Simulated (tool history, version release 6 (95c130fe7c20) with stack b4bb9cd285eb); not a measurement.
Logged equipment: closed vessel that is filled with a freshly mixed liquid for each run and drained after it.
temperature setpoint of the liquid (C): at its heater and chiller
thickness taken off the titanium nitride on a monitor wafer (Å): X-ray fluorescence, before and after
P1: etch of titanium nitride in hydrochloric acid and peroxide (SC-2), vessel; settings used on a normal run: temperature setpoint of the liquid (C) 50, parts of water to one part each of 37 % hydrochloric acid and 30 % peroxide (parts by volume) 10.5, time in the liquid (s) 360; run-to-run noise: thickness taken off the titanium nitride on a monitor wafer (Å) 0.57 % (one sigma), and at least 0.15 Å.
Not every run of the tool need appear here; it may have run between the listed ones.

run    day  temperature setpoint of the liquid (C)  parts of water to one part each of 37 % hydrochloric acid and 30 % peroxide (parts by volume)  time in the liquid (s)  thickness taken off the titanium nitride on a monitor wafer (Å)
  1  0.479                                      50                                                                                           10.5                     360                                                           111.29
     0.821  -- new drum of peroxide connected
  2  1.012                                      39                                                                                           10.5                     360                                                           51.709
  3  1.429                                      50                                                                                           18.5                     360                                                           67.883
  4  2.058                                      50                                                                                              4                     360                                                           233.16
  5  2.633                                      58                                                                                            5.5                     360                                                           309.29
  6  3.254                                    65.5                                                                                           10.5                     360                                                            295.5
  7  3.662                                      50                                                                                           10.5                     360                                                           111.33
  8  3.996                                      50                                                                                           10.5                     360                                                           109.72
  9  4.412                                      50                                                                                           10.5                     710                                                           220.35
 10  4.912                                      50                                                                                           10.5                     360                                                           111.99
 11  5.238                                      50                                                                                           10.5                      30                                                           9.1455
 12  5.654                                      50                                                                                           10.5                     360                                                           110.57
 13  6.162                                      50                                                                                           10.5                     360                                                           114.65
 14  6.583                                      50                                                                                           10.5                     360                                                           116.55
 15  7.179                                      50                                                                                           10.5                     360                                                           118.09
 16  7.612                                      50                                                                                           10.5                     360                                                           119.17
 17  8.096                                      50                                                                                           10.5                     360                                                           119.51
 18  8.717                                      50                                                                                           10.5                     360                                                           119.94
 19  9.042                                      50                                                                                           10.5                     360                                                           119.85
 20  9.379                                      50                                                                                           10.5                     360                                                           119.83
 21  9.762                                      50                                                                                           10.5                     360                                                           120.69

Something has made what P1 gives creep away from where it was; the 2 causes below, each at its own stated size, fit the log equally well:
A: chemicals flow above the setpoint (%) = 10.4
B: liquid hotter than its thermometer reads (K) = 1.25
The drift started at roughly day 5.654.
Other possible causes, and why each is ruled out:
peroxide weaker than its label (%): at most 8, which would move thickness taken off the titanium nitride on a monitor wafer (Å) by -7.4 %: too little, or the wrong way

Of the 4 check runs below, each run on 5 wafers with the results averaged and each result still a question mark, which one would tell the listed causes apart?
check 1  10.146                                    39.5                                                                                           10.5                     690                                                                ?
check 2  10.146                                      50                                                                                           18.5                     615                                                                ?
check 3  10.146                                    41.5                                                                                              4                     360                                                                ?
check 4  10.146                                      50                                                                                           16.5                     360                                                                ?

Predicted outcomes, by check and by cause:
  check                                                           result    if A    if B
check 1  thickness taken off the titanium nitride on a monitor wafer (Å)  111.66  112.36
check 2  thickness taken off the titanium nitride on a monitor wafer (Å)  125.94   125.2
check 3  thickness taken off the titanium nitride on a monitor wafer (Å)   137.4  140.55
check 4  thickness taken off the titanium nitride on a monitor wafer (Å)  81.596  81.213
Smallest distance between any two causes, each pair judged by its most separating result, in per cent: check 1 0.63 %; check 2 0.58 %; check 3 2.27 %; check 4 0.47 %
Check 3 tells the causes apart: in the others they would give nearly the same result.

Running check 3 produced the following: thickness taken off the titanium nitride on a monitor wafer (Å) 136.66. Which one of the listed causes fits?

A is the cause: chemicals flow above the setpoint (%).
